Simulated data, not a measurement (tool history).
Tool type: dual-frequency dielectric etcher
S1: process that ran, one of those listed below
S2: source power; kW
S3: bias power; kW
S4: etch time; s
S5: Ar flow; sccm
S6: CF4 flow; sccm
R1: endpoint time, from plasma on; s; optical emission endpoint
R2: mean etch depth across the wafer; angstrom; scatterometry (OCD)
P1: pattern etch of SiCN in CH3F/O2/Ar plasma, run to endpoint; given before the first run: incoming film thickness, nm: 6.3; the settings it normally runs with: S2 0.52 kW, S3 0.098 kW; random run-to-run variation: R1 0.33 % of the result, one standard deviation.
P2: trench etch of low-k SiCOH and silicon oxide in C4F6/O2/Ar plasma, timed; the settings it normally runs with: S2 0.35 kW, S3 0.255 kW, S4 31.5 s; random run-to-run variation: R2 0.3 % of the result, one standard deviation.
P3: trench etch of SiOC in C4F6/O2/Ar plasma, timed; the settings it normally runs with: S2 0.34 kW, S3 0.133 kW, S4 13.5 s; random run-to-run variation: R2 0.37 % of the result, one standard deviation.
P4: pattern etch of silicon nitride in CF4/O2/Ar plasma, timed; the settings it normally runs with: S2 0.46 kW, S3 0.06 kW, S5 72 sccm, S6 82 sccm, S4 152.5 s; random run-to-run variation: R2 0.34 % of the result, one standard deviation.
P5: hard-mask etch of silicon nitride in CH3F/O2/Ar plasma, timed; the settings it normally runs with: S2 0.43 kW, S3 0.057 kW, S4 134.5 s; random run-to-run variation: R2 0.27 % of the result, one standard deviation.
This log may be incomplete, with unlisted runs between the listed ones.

| run | day | S1 | S2 | S3 | S4 | S5 | S6 | R1 | R2 |
|---|---|---|---|---|---|---|---|---|---|
| 1 | 0.196 | P1 | 0.52 | 0.098 |  |  |  | 14.107 |  |
| 2 | 0.375 | P2 | 0.47 | 0.255 | 31.5 |  |  |  | 1166.4 |
| 3 | 0.683 | P4 | 0.37 | 0.06 | 152.5 | 72 | 82 |  | 2337 |
| 4 | 1 | P2 | 0.35 | 0.255 | 31.5 |  |  |  | 1035 |
| 5 | 1.171 | P1 | 0.41 | 0.124 |  |  |  | 14.13 |  |
| 6 | 1.333 | P4 | 0.46 | 0.06 | 152.5 | 72 | 51 |  | 2662.6 |
| 7 | 1.525 | P3 | 0.34 | 0.133 | 13.5 |  |  |  | 239.16 |
| 8 | 1.725 | P4 | 0.46 | 0.06 | 152.5 | 72 | 82 |  | 2829.8 |
| 9 | 1.929 | P1 | 0.52 | 0.098 |  |  |  | 14.11 |  |
| 10 | 2.112 | P1 | 0.52 | 0.098 |  |  |  | 14.177 |  |
| 11 | 2.329 | P1 | 0.4 | 0.098 |  |  |  | 15.583 |  |
| 12 | 2.612 | P3 | 0.45 | 0.133 | 13.5 |  |  |  | 267.12 |
|  | 2.671 | wet clean of the chamber |
| 13 | 2.904 | P2 | 0.35 | 0.255 | 31.5 |  |  |  | 1035.6 |
| 14 | 3.212 | P4 | 0.46 | 0.073 | 152.5 | 72 | 82 |  | 3044.3 |
| 15 | 3.429 | P4 | 0.46 | 0.06 | 194.5 | 72 | 82 |  | 3586.8 |
| 16 | 3.608 | P5 | 0.43 | 0.073 | 134.5 |  |  |  | 958.2 |
| 17 | 3.925 | P3 | 0.34 | 0.133 | 8 |  |  |  | 140.73 |
| 18 | 4.2 | P5 | 0.57 | 0.057 | 134.5 |  |  |  | 984.96 |
| 19 | 4.375 | P1 | 0.4 | 0.071 |  |  |  | 17.451 |  |
| 20 | 4.583 | P5 | 0.43 | 0.057 | 134.5 |  |  |  | 878.7 |
| 21 | 4.9 | P1 | 0.52 | 0.069 |  |  |  | 15.966 |  |
| 22 | 5.204 | P3 | 0.34 | 0.1 | 13.5 |  |  |  | 220.62 |
| 23 | 5.371 | P2 | 0.35 | 0.306 | 31.5 |  |  |  | 1101.1 |
| 24 | 5.617 | P1 | 0.52 | 0.116 |  |  |  | 13.249 |  |
| 25 | 5.896 | P1 | 0.52 | 0.098 |  |  |  | 14.144 |  |
| 26 | 6.2 | P1 | 0.65 | 0.098 |  |  |  | 13.066 |  |
| 27 | 6.421 | P3 | 0.34 | 0.133 | 13.5 |  |  |  | 238.13 |
| 28 | 6.679 | P4 | 0.46 | 0.06 | 152.5 | 86 | 82 |  | 2769.7 |
| 29 | 6.988 | P4 | 0.46 | 0.06 | 152.5 | 72 | 82 |  | 2821.5 |
| 30 | 7.262 | P5 | 0.43 | 0.057 | 169 |  |  |  | 1110.2 |
| 31 | 7.492 | P2 | 0.35 | 0.255 | 39 |  |  |  | 1284 |
| 32 | 7.683 | P1 | 0.52 | 0.098 |  |  |  | 14.08 |  |
| 33 | 7.983 | P1 | 0.52 | 0.098 |  |  |  | 14.124 |  |
| 34 | 8.154 | P1 | 0.52 | 0.098 |  |  |  | 14.038 |  |
| 35 | 8.462 | P1 | 0.52 | 0.098 |  |  |  | 13.971 |  |
| 36 | 8.654 | P1 | 0.52 | 0.098 |  |  |  | 13.921 |  |
| 37 | 8.954 | P1 | 0.52 | 0.098 |  |  |  | 14.012 |  |
| 38 | 9.154 | P1 | 0.52 | 0.098 |  |  |  | 13.865 |  |
| 39 | 9.354 | P1 | 0.52 | 0.098 |  |  |  | 13.901 |  |
| 40 | 9.575 | P1 | 0.52 | 0.098 |  |  |  | 13.962 |  |
|  | 9.633 | wet clean of the chamber |
| 41 | 9.783 | P1 | 0.52 | 0.098 |  |  |  | 13.925 |  |
| 42 | 10.096 | P1 | 0.52 | 0.098 |  |  |  | 13.89 |  |
| 43 | 10.308 | P1 | 0.52 | 0.098 |  |  |  | 13.85 |  |

Something has made what P1 gives creep away from where it was; the 2 causes below, each at its own stated size, fit the log equally well:
A: source power that arrives over what is set, % = 4.52
B: bias power that arrives over what is set, % = 4.53
The gradual shift began around day 7.683.
Why every other cause is out:
chamber walls in a state that raises the etch rate, %: serviced at day 9.633, which brought nothing back

The list below offers 4 check runs, each averaging the results of 2 wafers, and shows each result as a question mark. For which of them would the listed causes give clearly different results?
| check 1 | 10.521 | P2 | 0.35 | 0.255 | 31.5 |  |  |  | ? |
| check 2 | 10.521 | P5 | 0.43 | 0.057 | 134.5 |  |  |  | ? |
| check 3 | 10.521 | P4 | 0.46 | 0.06 | 152.5 | 72 | 82 |  | ? |
| check 4 | 10.521 | P3 | 0.34 | 0.133 | 13.5 |  |  |  | ? |

Check results expected under each cause:
| check | result | if A | if B |
|---|---|---|---|
| check 1 | R2 | 1055.3 | 1053.6 |
| check 2 | R2 | 896.95 | 894.52 |
| check 3 | R2 | 2935.6 | 2873.6 |
| check 4 | R2 | 242.85 | 241.84 |
Per-check spread between the two closest causes, in the result where they differ most: check 1 0.16 %; check 2 0.27 %; check 3 2.13 %; check 4 0.42 %
The other checks would show nearly matching results whichever cause is true, so check 3 is the only one that separates the causes.

The results of check 3 are: R2 2934.9 angstrom. Based on these, which of the listed causes is it?

It is A: source power that arrives over what is set, %.
